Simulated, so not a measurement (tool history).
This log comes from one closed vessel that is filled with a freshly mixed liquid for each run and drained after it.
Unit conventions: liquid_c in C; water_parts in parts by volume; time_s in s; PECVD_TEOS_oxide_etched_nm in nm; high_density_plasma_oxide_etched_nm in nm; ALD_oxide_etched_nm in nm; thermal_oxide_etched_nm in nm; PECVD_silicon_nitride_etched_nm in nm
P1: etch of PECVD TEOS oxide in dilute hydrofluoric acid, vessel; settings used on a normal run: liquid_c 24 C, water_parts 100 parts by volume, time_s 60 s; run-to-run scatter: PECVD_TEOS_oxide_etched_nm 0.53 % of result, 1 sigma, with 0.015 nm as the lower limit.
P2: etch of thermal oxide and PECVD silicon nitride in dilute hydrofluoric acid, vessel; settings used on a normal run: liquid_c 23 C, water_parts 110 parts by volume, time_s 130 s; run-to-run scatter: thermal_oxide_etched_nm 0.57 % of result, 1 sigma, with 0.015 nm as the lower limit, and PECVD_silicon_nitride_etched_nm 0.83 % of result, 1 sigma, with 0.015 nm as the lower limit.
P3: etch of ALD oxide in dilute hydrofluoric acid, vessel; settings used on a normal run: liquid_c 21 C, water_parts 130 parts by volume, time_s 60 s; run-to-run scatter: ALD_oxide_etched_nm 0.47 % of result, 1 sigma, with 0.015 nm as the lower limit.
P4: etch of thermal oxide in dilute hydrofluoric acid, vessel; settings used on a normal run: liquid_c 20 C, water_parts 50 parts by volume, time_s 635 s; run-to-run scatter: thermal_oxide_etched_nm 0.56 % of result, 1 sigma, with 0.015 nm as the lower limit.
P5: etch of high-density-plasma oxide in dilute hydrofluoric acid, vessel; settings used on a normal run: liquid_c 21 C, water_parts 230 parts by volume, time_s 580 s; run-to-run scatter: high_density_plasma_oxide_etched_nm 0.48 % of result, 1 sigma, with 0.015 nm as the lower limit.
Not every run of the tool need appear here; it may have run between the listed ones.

run   hour  process  liquid_c  water_parts  time_s  hours since the thermometer was replaced  hours since the hydrofluoric acid flow meter was replaced  PECVD_TEOS_oxide_etched_nm  high_density_plasma_oxide_etched_nm  ALD_oxide_etched_nm  thermal_oxide_etched_nm  PECVD_silicon_nitride_etched_nm
  1   13.6       P1        24          100      60                                     768.4                                                     1094.3                      13.964
  2   26.5       P1        24          155      60                                     781.3                                                     1107.2                      8.3504
  3     38       P5        17          230     580                                     792.8                                                     1118.7                                                           8.5627
  4   52.5       P1        24          100      30                                     807.3                                                     1133.2                      6.8957
  5   62.7       P3        21          190      60                                     817.5                                                     1143.4                                                                                8.0976
  6   73.4       P1        24           20      30                                     828.2                                                     1154.1                      38.198
  7   84.4       P2        23          110     130                                     839.2                                                     1165.1                                                                                                         5.2524                           2.6606
  8   96.2       P5        21          230     115                                       851                                                     1176.9                                                            1.992
  9  104.3       P1      18.5          100     105                                     859.1                                                       1185                      19.388
 10  118.1       P2        23          110     255                                     872.9                                                     1198.8                                                                                                         10.253                           5.1598
 11    132       P5        21          230     580                                     886.8                                                     1212.7                                                           9.9467
 12  146.3       P3        21          130      30                                     901.1                                                       1227                                                                                6.3715
 13  157.3       P1        24          100      60                                     912.1                                                       1238                      13.993
 14    165       P3        21          130      60                                     919.8                                                     1245.7                                                                                 12.62
 15  178.9       P2        18          110     130                                     933.7                                                     1259.6                                                                                                         4.2786                           1.8801
 16  191.9       P1        24           25      60                                     946.7                                                     1272.6                       60.99
 17  204.5       P4      26.5           50     635                                     959.3                                                     1285.2                                                                                                         67.275
 18    212       P1      31.5          100      60                                     966.8                                                     1292.7                       18.45
 19  224.9       P1        24          100     105                                     979.7                                                     1305.6                      24.043
 20  237.9       P4        20           20     635                                     992.7                                                     1318.6                                                                                                         132.69
 21  248.4       P4        20           50     285                                    1003.2                                                     1329.1                                                                                                         23.288
 22  257.8       P3        17          130      60                                    1012.6                                                     1338.5                                                                                10.762
 23  272.1       P1        24          100      60                                    1026.9                                                     1352.8                      13.612
 24  282.7       P1        19          100      60                                    1037.5                                                     1363.4                      11.188
 25  296.7       P3        21          130      60                                    1051.5                                                     1377.4                                                                                12.696
 26  309.9       P2        23          155     130                                    1064.7                                                     1390.6                                                                                                         3.5397                           1.9047
 27  319.7       P1        24           50      85                                    1074.5                                                     1400.4                      41.463
 28    330       P1        24          100      60                                    1084.8                                                     1410.7                      13.887
 29  341.6       P4        20           50     635                                    1096.4                                                     1422.3                                                                                                         51.246
 30  353.4       P5        21          345     580                                    1108.2                                                     1434.1                                                           6.0243
 31  362.9       P5        21          230     580                                    1117.7                                                     1443.6                                                           9.9697
 32  376.3       P1        24          100      60                                    1131.1                                                       1457                        13.8
 33  390.4       P1        24          100      60                                    1145.2                                                     1471.1                      13.287
 34  399.3       P1        24          100      60                                    1154.1                                                       1480                      12.932
 35  411.5       P1        24          100      60                                    1166.3                                                     1492.2                      12.782
 36  420.7       P1        24          100      60                                    1175.5                                                     1501.4                      12.686
 37  435.1       P1        24          100      60                                    1189.9                                                     1515.8                      12.693
 38  443.8       P1        24          100      60                                    1198.6                                                     1524.5                      12.654
 39  456.7       P1        24          100      60                                    1211.5                                                     1537.4                       12.52

P1 has crept away from where it was. The log is fitted equally well by each of these 2 causes, at the sizes shown:
A: liquid colder than its thermometer reads (K) = 2.2
B: hydrofluoric acid flow below the setpoint (%) = 7.5
At approximately hour 376.3, the process output began to creep.

Question marks stand in for the results of the 4 check runs listed below, each run on one wafer. Under which run would the listed causes show clearly different results?
check 1  469.6       P2        23          145     230                                                                                                                                                                                                                   ?                                ?
check 2  469.6       P5        17          230     210                                                                                                                                                                     ?
check 3  469.6       P3        21          130      30                                                                                                                                                                                          ?
check 4  469.6       P4        24           20     635                                                                                                                                                                                                                   ?

Expected result of each check under each candidate cause:
  check                               result    if A    if B
check 1              thermal_oxide_etched_nm  6.2247  6.1942
check 1      PECVD_silicon_nitride_etched_nm  3.0808  3.2976
check 2  high_density_plasma_oxide_etched_nm  2.8402  2.8205
check 3                  ALD_oxide_etched_nm   5.795  5.7911
check 4              thermal_oxide_etched_nm  144.54  146.51
Distance between the nearest two causes, measured in the result of the check that separates them most: check 1 6.8 %; check 2 0.7 %; check 3 0.07 %; check 4 1.35 %
The causes can be told apart only by check 1. The other checks would give nearly the same results under each of them.

Check 1 was then run and gave: thermal_oxide_etched_nm 6.2634 nm; PECVD_silicon_nitride_etched_nm 3.062 nm. Which cause is it?

A is the cause: liquid colder than its thermometer reads (K).

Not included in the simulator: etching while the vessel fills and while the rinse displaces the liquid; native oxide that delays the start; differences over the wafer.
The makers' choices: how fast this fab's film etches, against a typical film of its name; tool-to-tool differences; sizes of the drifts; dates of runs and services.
